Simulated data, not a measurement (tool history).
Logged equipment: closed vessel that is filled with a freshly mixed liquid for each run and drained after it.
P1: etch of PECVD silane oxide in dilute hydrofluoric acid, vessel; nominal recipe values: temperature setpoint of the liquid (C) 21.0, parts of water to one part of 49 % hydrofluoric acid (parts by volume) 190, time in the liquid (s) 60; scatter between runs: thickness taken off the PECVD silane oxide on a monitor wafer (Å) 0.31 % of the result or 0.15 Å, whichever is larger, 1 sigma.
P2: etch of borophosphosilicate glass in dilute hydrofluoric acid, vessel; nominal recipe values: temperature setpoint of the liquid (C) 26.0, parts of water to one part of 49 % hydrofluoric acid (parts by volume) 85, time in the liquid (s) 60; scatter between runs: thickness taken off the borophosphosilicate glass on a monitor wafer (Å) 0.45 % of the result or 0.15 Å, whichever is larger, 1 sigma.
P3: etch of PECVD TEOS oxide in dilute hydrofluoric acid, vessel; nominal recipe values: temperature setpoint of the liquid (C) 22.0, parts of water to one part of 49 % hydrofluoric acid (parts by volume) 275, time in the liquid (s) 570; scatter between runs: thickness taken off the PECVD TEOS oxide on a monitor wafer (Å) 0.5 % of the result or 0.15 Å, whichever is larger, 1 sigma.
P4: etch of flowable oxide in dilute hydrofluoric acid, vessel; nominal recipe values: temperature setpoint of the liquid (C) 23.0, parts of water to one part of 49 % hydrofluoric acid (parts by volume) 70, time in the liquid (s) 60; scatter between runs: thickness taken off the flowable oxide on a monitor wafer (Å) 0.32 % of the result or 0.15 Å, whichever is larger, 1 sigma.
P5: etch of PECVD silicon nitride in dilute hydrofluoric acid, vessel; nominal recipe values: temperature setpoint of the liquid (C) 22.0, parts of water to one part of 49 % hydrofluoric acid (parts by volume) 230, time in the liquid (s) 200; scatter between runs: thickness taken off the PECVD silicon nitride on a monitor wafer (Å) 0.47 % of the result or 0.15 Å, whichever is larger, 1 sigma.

| run | hour | process that ran | temperature setpoint of the liquid (C) | parts of water to one part of 49 % hydrofluoric acid (parts by volume) | time in the liquid (s) | hours since the thermometer was replaced | hours since the hydrofluoric acid flow meter was replaced | thickness taken off the PECVD silane oxide on a monitor wafer (Å) | thickness taken off the PECVD TEOS oxide on a monitor wafer (Å) | thickness taken off the PECVD silicon nitride on a monitor wafer (Å) | thickness taken off the flowable oxide on a monitor wafer (Å) | thickness taken off the borophosphosilicate glass on a monitor wafer (Å) |
|---|---|---|---|---|---|---|---|---|---|---|---|---|
| 1 | 4.4 | P1 | 21.0 | 190 | 60 | 1288.6 | 1274.0 | 99.219 |  |  |  |  |
| 2 | 7.5 | P3 | 17.0 | 275 | 570 | 1291.7 | 1277.1 |  | 226.71 |  |  |  |
| 3 | 12.7 | P5 | 22.0 | 230 | 380 | 1296.9 | 1282.3 |  |  | 80.934 |  |  |
| 4 | 15.9 | P4 | 23.0 | 125 | 60 | 1300.1 | 1285.5 |  |  |  | 101.620 |  |
| 5 | 20.5 | P2 | 26.0 | 85 | 120 | 1304.7 | 1290.1 |  |  |  |  | 899.51 |
| 6 | 24.1 | P4 | 23.0 | 70 | 30 | 1308.3 | 1293.7 |  |  |  | 96.523 |  |
| 7 | 28.3 | P5 | 22.0 | 345 | 200 | 1312.5 | 1297.9 |  |  | 28.394 |  |  |
| 8 | 35.0 | P1 | 26.5 | 190 | 60 | 1319.2 | 1304.6 | 121.710 |  |  |  |  |
| 9 | 40.2 | P1 | 21.0 | 190 | 60 | 1324.4 | 1309.8 | 99.284 |  |  |  |  |
| 10 | 46.6 | P4 | 23.0 | 70 | 60 | 1330.8 | 1316.2 |  |  |  | 193.850 |  |
| 11 | 50.4 | P1 | 17.0 | 190 | 60 | 1334.6 | 1320.0 | 84.579 |  |  |  |  |
| 12 | 54.6 | P4 | 31.5 | 70 | 60 | 1338.8 | 1324.2 |  |  |  | 271.110 |  |
| 13 | 58.3 | P1 | 21.0 | 190 | 30 | 1342.5 | 1327.9 | 49.375 |  |  |  |  |
| 14 | 64.5 | P2 | 26.0 | 85 | 60 | 1348.7 | 1334.1 |  |  |  |  | 451.65 |
| 15 | 68.8 | P3 | 22.0 | 275 | 1025 | 1353.0 | 1338.4 |  | 500.48 |  |  |  |
| 16 | 73.4 | P1 | 21.0 | 35 | 60 | 1357.6 | 1343.0 | 640.380 |  |  |  |  |
| 17 | 77.4 | P2 | 21.0 | 85 | 60 | 1361.6 | 1347.0 |  |  |  |  | 367.52 |
|  | 81.4 | hydrofluoric acid flow meter replaced |
| 18 | 82.0 | P1 | 21.0 | 315 | 60 | 1366.2 | 0.7 | 52.799 |  |  |  |  |
| 19 | 87.0 | P1 | 21.0 | 190 | 60 | 1371.2 | 5.7 | 99.333 |  |  |  |  |
| 20 | 91.2 | P3 | 22.0 | 110 | 570 | 1375.4 | 9.9 |  | 822.49 |  |  |  |
| 21 | 96.2 | P5 | 17.0 | 230 | 200 | 1380.4 | 14.9 |  |  | 30.769 |  |  |
| 22 | 101.3 | P3 | 22.0 | 275 | 570 | 1385.5 | 20.0 |  | 273.13 |  |  |  |
| 23 | 107.7 | P5 | 22.0 | 230 | 200 | 1391.9 | 26.4 |  |  | 42.822 |  |  |
| 24 | 113.0 | P2 | 26.0 | 85 | 60 | 1397.2 | 31.7 |  |  |  |  | 449.59 |
| 25 | 116.3 | P1 | 21.0 | 190 | 60 | 1400.5 | 35.0 | 99.166 |  |  |  |  |
| 26 | 120.2 | P1 | 21.0 | 320 | 95 | 1404.4 | 38.9 | 82.026 |  |  |  |  |
| 27 | 126.3 | P1 | 21.0 | 190 | 100 | 1410.5 | 45.0 | 165.230 |  |  |  |  |
| 28 | 131.0 | P2 | 26.0 | 130 | 60 | 1415.2 | 49.7 |  |  |  |  | 278.27 |
| 29 | 134.7 | P1 | 21.0 | 190 | 60 | 1418.9 | 53.4 | 98.447 |  |  |  |  |
| 30 | 141.3 | P1 | 21.0 | 190 | 60 | 1425.5 | 60.0 | 98.430 |  |  |  |  |
| 31 | 146.3 | P1 | 21.0 | 190 | 60 | 1430.5 | 65.0 | 103.550 |  |  |  |  |
| 32 | 152.1 | P1 | 21.0 | 190 | 60 | 1436.3 | 70.8 | 104.490 |  |  |  |  |
| 33 | 156.8 | P1 | 21.0 | 190 | 60 | 1441.0 | 75.5 | 106.750 |  |  |  |  |
| 34 | 163.0 | P1 | 21.0 | 190 | 60 | 1447.2 | 81.7 | 107.360 |  |  |  |  |
| 35 | 168.3 | P1 | 21.0 | 190 | 60 | 1452.5 | 87.0 | 108.130 |  |  |  |  |
| 36 | 173.4 | P1 | 21.0 | 190 | 60 | 1457.6 | 92.1 | 107.770 |  |  |  |  |
| 37 | 178.0 | P1 | 21.0 | 190 | 60 | 1462.2 | 96.7 | 107.850 |  |  |  |  |

Compared with where it was, what P1 gives has crept away. Each cause listed below fits the log as well as the rest, at the size given for it:
A: hydrofluoric acid flow above the setpoint (%) = 7.43
B: liquid hotter than its thermometer reads (K) = 2.25
At approximately hour 141.3, the process output began to creep.

Of the 4 check runs listed below, each run on one wafer and each result written as a question mark, which would let you distinguish the listed causes because they would give clearly different results?
| check 1 | 182.6 | P4 | 31.0 | 70 | 40 |  |  |  |  |  | ? |  |
| check 2 | 182.6 | P5 | 17.0 | 230 | 375 |  |  |  |  | ? |  |  |
| check 3 | 182.6 | P2 | 26.0 | 85 | 100 |  |  |  |  |  |  | ? |
| check 4 | 182.6 | P3 | 22.0 | 140 | 785 |  |  |  | ? |  |  |  |

If the cause were each of the candidates in turn, the checks would give the following:
| check | result | if A | if B |
|---|---|---|---|
| check 1 | thickness taken off the flowable oxide on a monitor wafer (Å) | 191.540 | 192.700 |
| check 2 | thickness taken off the PECVD silicon nitride on a monitor wafer (Å) | 61.606 | 66.753 |
| check 3 | thickness taken off the borophosphosilicate glass on a monitor wafer (Å) | 814.15 | 820.87 |
| check 4 | thickness taken off the PECVD TEOS oxide on a monitor wafer (Å) | 926.21 | 930.80 |
Distance between the nearest two causes, measured in the result of the check that separates them most: check 1 0.6 %; check 2 8.02 %; check 3 0.82 %; check 4 0.5 %
Only in check 2 would the causes give clearly different results; in the remaining checks their results would be nearly the same.

Check 2 has now been run. It gave: thickness taken off the PECVD silicon nitride on a monitor wafer (Å) 66.540. Which of the candidate causes is it?

The correct cause is B, namely: liquid hotter than its thermometer reads (K).
